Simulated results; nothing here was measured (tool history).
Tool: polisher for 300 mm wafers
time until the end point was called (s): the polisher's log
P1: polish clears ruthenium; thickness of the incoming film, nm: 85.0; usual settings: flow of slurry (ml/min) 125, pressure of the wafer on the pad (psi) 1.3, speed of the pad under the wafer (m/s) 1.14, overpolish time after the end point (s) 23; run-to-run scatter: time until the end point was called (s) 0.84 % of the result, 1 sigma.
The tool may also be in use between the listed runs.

run	hour	flow of slurry (ml/min)	pressure of the wafer on the pad (psi)	speed of the pad under the wafer (m/s)	overpolish time after the end point (s)	wafers polished on this pad	hours since the slurry nozzle was cleaned	hours since the head pressure was calibrated	time until the end point was called (s)
1	17.7	125	1.3	1.14	23	425	355.6	228.7	102.1
2	35.2	195	1.3	1.14	23	571	373.1	246.2	94.318
3	45.8	125	1.3	0.6	23	659	383.7	256.8	192.86
4	62.7	125	1.3	1.14	23	800	400.6	273.7	102.82
5	73.4	125	1.3	1.14	44	889	411.3	284.4	99.945
6	83.7	125	1.3	1.72	23	975	421.6	294.7	67.135
7	99.2	125	0.9	1.14	42	1104	437.1	310.2	145.94
8	116.6	125	1.3	1.14	23	1249	454.5	327.6	101.79
# hour 119.9: slurry nozzle cleaned
9	126.9	170	1.3	1.56	23	1335	7.1	337.9	70.112
10	143.3	125	2.1	1.14	23	1471	23.5	354.3	63.341
11	151.6	125	0.6	1.14	23	1540	31.8	362.6	220.39
12	161.9	125	1.3	1.14	23	1626	42.1	372.9	101.16
13	174.7	75	1.3	1.14	23	1733	54.9	385.7	115.97
14	189.7	125	1.3	1.14	8	1858	69.9	400.7	102.46
15	203.3	125	0.7	1.66	23	1971	83.5	414.3	130.38
16	221.3	125	1.3	1.14	23	2121	101.5	432.3	101.72
17	236.1	125	1.3	1.14	23	2244	116.3	447.1	101.39
18	253.8	125	1.3	1.14	23	2392	134	464.8	105.63
19	270.1	125	1.3	1.14	23	2527	150.3	481.1	105.29
20	278.3	125	1.3	1.14	23	2596	158.5	489.3	107.39
# hour 286.3: head pressure recalibrated
21	291.3	125	1.3	1.14	23	2704	171.5	5	106.51
22	301.2	125	1.3	1.14	23	2786	181.4	14.9	107.62
23	318.7	125	1.3	1.14	23	2932	198.9	32.4	109.29
24	327.1	125	1.3	1.14	23	3002	207.3	40.8	108.14
25	345.7	125	1.3	1.14	23	3157	225.9	59.4	108.52
26	356.1	125	1.3	1.14	23	3244	236.3	69.8	109.78

What P1 gives has crept away from where it was. These 2 causes fit the log equally well, each at the size given:
A: slurry flow missing at the pad, % = 26.9
B: removal rate lost through wear of the pad, % = 7.13
The creep began at about hour 236.1.
Why every other cause is out:
head's pressure below its setpoint, %: serviced at hour 286.3, which brought nothing back

4 check runs are offered, each on 3 wafers whose results are averaged, their results left as question marks. Which one tells the causes apart?
check 1	366.5	125	1.3	1.14	10				?
check 2	366.5	80	1.3	1.14	23				?
check 3	366.5	125	1.3	1.14	14				?
check 4	366.5	125	0.9	1.14	23				?

What each check would give under each cause:
check	result	if A	if B
check 1	time until the end point was called (s)	109.59	109.58
check 2	time until the end point was called (s)	126.92	122.59
check 3	time until the end point was called (s)	109.59	109.58
check 4	time until the end point was called (s)	158.3	158.29
How far apart the two closest causes lie, in the result that separates them most: check 1 0.01 %; check 2 3.47 %; check 3 0.01 %; check 4 0.01 %
Only check 2 tells the causes apart: in the others they would give nearly the same result.

Then check 2 was run and gave: time until the end point was called (s) 122.54. Which cause is it?

It is B: removal rate lost through wear of the pad, %.
